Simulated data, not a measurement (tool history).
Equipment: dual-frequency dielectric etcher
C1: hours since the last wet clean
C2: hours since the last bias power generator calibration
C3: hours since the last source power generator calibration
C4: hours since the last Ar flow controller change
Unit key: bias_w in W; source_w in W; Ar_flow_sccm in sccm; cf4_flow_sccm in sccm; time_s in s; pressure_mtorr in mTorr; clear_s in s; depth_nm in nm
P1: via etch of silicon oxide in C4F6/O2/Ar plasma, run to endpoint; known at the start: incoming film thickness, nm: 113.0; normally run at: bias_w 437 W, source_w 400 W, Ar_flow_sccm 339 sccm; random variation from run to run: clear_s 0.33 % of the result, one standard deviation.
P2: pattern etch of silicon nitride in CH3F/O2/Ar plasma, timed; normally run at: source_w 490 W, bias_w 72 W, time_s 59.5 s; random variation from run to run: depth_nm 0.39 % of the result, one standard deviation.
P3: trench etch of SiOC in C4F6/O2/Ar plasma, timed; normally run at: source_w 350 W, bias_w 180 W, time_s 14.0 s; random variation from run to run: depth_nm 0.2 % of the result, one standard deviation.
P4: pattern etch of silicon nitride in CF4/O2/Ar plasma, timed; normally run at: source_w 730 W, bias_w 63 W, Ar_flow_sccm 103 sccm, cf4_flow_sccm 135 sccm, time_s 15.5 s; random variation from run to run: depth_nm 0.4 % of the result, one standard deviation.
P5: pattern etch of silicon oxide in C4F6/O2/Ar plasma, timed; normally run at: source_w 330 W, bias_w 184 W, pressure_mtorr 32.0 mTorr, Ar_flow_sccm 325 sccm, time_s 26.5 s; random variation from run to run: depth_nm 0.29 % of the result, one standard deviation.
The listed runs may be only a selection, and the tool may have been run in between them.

run 1 hour=2.3 | process=P1 bias_w=437 source_w=400 Ar_flow_sccm=339 | C1=219.7 C2=675.4 C3=2237.0 C4=2723.9 | clear_s=24.687
run 2 hour=6.4 | process=P4 bias_w=63 source_w=730 Ar_flow_sccm=103 cf4_flow_sccm=135 time_s=8.5 | C1=223.8 C2=679.5 C3=2241.1 C4=2728.0 | depth_nm=25.603
run 3 hour=11.1 | process=P3 bias_w=180 source_w=220 time_s=14.0 | C1=228.5 C2=684.2 C3=2245.8 C4=2732.7 | depth_nm=22.959
run 4 hour=15.0 | process=P1 bias_w=437 source_w=400 Ar_flow_sccm=339 | C1=232.4 C2=688.1 C3=2249.7 C4=2736.6 | clear_s=24.782
run 5 hour=19.8 | process=P1 bias_w=437 source_w=400 Ar_flow_sccm=449 | C1=237.2 C2=692.9 C3=2254.5 C4=2741.4 | clear_s=25.557
run 6 hour=24.9 | process=P2 bias_w=98 source_w=490 time_s=59.5 | C1=242.3 C2=698.0 C3=2259.6 C4=2746.5 | depth_nm=51.443
run 7 hour=29.3 | process=P4 bias_w=63 source_w=890 Ar_flow_sccm=103 cf4_flow_sccm=135 time_s=15.5 | C1=246.7 C2=702.4 C3=2264.0 C4=2750.9 | depth_nm=55.664
run 8 hour=34.3 | process=P2 bias_w=72 source_w=490 time_s=32.5 | C1=251.7 C2=707.4 C3=2269.0 C4=2755.9 | depth_nm=24.932
run 9 hour=36.8 | process=P5 bias_w=184 source_w=330 Ar_flow_sccm=325 time_s=16.5 pressure_mtorr=32.0 | C1=254.2 C2=709.9 C3=2271.5 C4=2758.4 | depth_nm=45.648
run 10 hour=39.6 | process=P2 bias_w=72 source_w=350 time_s=59.5 | C1=257.0 C2=712.7 C3=2274.3 C4=2761.2 | depth_nm=40.227
run 11 hour=44.1 | process=P4 bias_w=63 source_w=730 Ar_flow_sccm=103 cf4_flow_sccm=84 time_s=15.5 | C1=261.5 C2=717.2 C3=2278.8 C4=2765.7 | depth_nm=44.390
run 12 hour=46.6 | process=P3 bias_w=238 source_w=350 time_s=14.0 | C1=264.0 C2=719.7 C3=2281.3 C4=2768.2 | depth_nm=30.070
run 13 hour=49.6 | process=P1 bias_w=352 source_w=400 Ar_flow_sccm=339 | C1=267.0 C2=722.7 C3=2284.3 C4=2771.2 | clear_s=27.016
run 14 hour=52.5 | process=P1 bias_w=437 source_w=400 Ar_flow_sccm=274 | C1=269.9 C2=725.6 C3=2287.2 C4=2774.1 | clear_s=24.235
run 15 hour=54.9 | process=P1 bias_w=437 source_w=400 Ar_flow_sccm=339 | C1=272.3 C2=728.0 C3=2289.6 C4=2776.5 | clear_s=24.803
run 16 hour=59.3 | process=P4 bias_w=90 source_w=730 Ar_flow_sccm=103 cf4_flow_sccm=135 time_s=15.5 | C1=276.7 C2=732.4 C3=2294.0 C4=2780.9 | depth_nm=53.740
run 17 hour=64.0 | process=P1 bias_w=437 source_w=490 Ar_flow_sccm=339 | C1=281.4 C2=737.1 C3=2298.7 C4=2785.6 | clear_s=23.120
run 18 hour=67.6 | process=P5 bias_w=184 source_w=330 Ar_flow_sccm=325 time_s=26.5 pressure_mtorr=38.5 | C1=285.0 C2=740.7 C3=2302.3 C4=2789.2 | depth_nm=71.418
-- hour=69.9 bias power generator calibrated
run 19 hour=72.3 | process=P1 bias_w=305 source_w=400 Ar_flow_sccm=265 | C1=289.7 C2=2.4 C3=2307.0 C4=2793.9 | clear_s=27.473
run 20 hour=75.0 | process=P1 bias_w=610 source_w=400 Ar_flow_sccm=339 | C1=292.4 C2=5.1 C3=2309.7 C4=2796.6 | clear_s=21.902
run 21 hour=78.2 | process=P4 bias_w=63 source_w=730 Ar_flow_sccm=103 cf4_flow_sccm=135 time_s=15.5 | C1=295.6 C2=8.3 C3=2312.9 C4=2799.8 | depth_nm=47.128
run 22 hour=80.5 | process=P5 bias_w=184 source_w=330 Ar_flow_sccm=198 time_s=26.5 pressure_mtorr=32.0 | C1=297.9 C2=10.6 C3=2315.2 C4=2802.1 | depth_nm=77.521
run 23 hour=83.5 | process=P5 bias_w=184 source_w=330 Ar_flow_sccm=325 time_s=26.5 pressure_mtorr=32.0 | C1=300.9 C2=13.6 C3=2318.2 C4=2805.1 | depth_nm=73.182
run 24 hour=87.9 | process=P4 bias_w=63 source_w=730 Ar_flow_sccm=103 cf4_flow_sccm=135 time_s=15.5 | C1=305.3 C2=18.0 C3=2322.6 C4=2809.5 | depth_nm=46.737
run 25 hour=92.5 | process=P2 bias_w=72 source_w=490 time_s=59.5 | C1=309.9 C2=22.6 C3=2327.2 C4=2814.1 | depth_nm=45.676
run 26 hour=95.1 | process=P5 bias_w=184 source_w=230 Ar_flow_sccm=325 time_s=26.5 pressure_mtorr=32.0 | C1=312.5 C2=25.2 C3=2329.8 C4=2816.7 | depth_nm=63.887
run 27 hour=98.9 | process=P4 bias_w=63 source_w=730 Ar_flow_sccm=77 cf4_flow_sccm=135 time_s=15.5 | C1=316.3 C2=29.0 C3=2333.6 C4=2820.5 | depth_nm=48.296
run 28 hour=101.2 | process=P1 bias_w=437 source_w=300 Ar_flow_sccm=339 | C1=318.6 C2=31.3 C3=2335.9 C4=2822.8 | clear_s=27.435
run 29 hour=106.3 | process=P3 bias_w=180 source_w=350 time_s=17.0 | C1=323.7 C2=36.4 C3=2341.0 C4=2827.9 | depth_nm=33.353
run 30 hour=109.9 | process=P2 bias_w=72 source_w=490 time_s=59.5 | C1=327.3 C2=40.0 C3=2344.6 C4=2831.5 | depth_nm=45.810
run 31 hour=113.7 | process=P1 bias_w=437 source_w=330 Ar_flow_sccm=468 | C1=331.1 C2=43.8 C3=2348.4 C4=2835.3 | clear_s=27.785
run 32 hour=118.0 | process=P3 bias_w=180 source_w=350 time_s=14.0 | C1=335.4 C2=48.1 C3=2352.7 C4=2839.6 | depth_nm=27.604
run 33 hour=122.9 | process=P5 bias_w=184 source_w=330 Ar_flow_sccm=325 time_s=26.5 pressure_mtorr=32.0 | C1=340.3 C2=53.0 C3=2357.6 C4=2844.5 | depth_nm=73.584
run 34 hour=127.7 | process=P1 bias_w=437 source_w=400 Ar_flow_sccm=339 | C1=345.1 C2=57.8 C3=2362.4 C4=2849.3 | clear_s=24.785
run 35 hour=131.7 | process=P5 bias_w=248 source_w=330 Ar_flow_sccm=325 time_s=26.5 pressure_mtorr=32.0 | C1=349.1 C2=61.8 C3=2366.4 C4=2853.3 | depth_nm=81.132
run 36 hour=134.1 | process=P1 bias_w=437 source_w=400 Ar_flow_sccm=339 | C1=351.5 C2=64.2 C3=2368.8 C4=2855.7 | clear_s=24.841
run 37 hour=136.8 | process=P1 bias_w=437 source_w=400 Ar_flow_sccm=339 | C1=354.2 C2=66.9 C3=2371.5 C4=2858.4 | clear_s=25.033
run 38 hour=139.2 | process=P1 bias_w=437 source_w=400 Ar_flow_sccm=339 | C1=356.6 C2=69.3 C3=2373.9 C4=2860.8 | clear_s=25.039
run 39 hour=143.3 | process=P1 bias_w=437 source_w=400 Ar_flow_sccm=339 | C1=360.7 C2=73.4 C3=2378.0 C4=2864.9 | clear_s=25.094
run 40 hour=145.5 | process=P1 bias_w=437 source_w=400 Ar_flow_sccm=339 | C1=362.9 C2=75.6 C3=2380.2 C4=2867.1 | clear_s=25.218
run 41 hour=148.1 | process=P1 bias_w=437 source_w=400 Ar_flow_sccm=339 | C1=365.5 C2=78.2 C3=2382.8 C4=2869.7 | clear_s=25.373
-- hour=148.6 wet clean of the chamber
run 42 hour=150.5 | process=P1 bias_w=437 source_w=400 Ar_flow_sccm=339 | C1=1.9 C2=80.6 C3=2385.2 C4=2872.1 | clear_s=25.178
run 43 hour=155.3 | process=P1 bias_w=437 source_w=400 Ar_flow_sccm=339 | C1=6.7 C2=85.4 C3=2390.0 C4=2876.9 | clear_s=25.316

What will run 44 give?
run 44 hour=157.7 | process=P1 bias_w=437 source_w=400 Ar_flow_sccm=339 | C1=9.1 C2=87.8 C3=2392.4 C4=2879.3 | clear_s=?

Run 44 yielded clear_s 25.253 s.
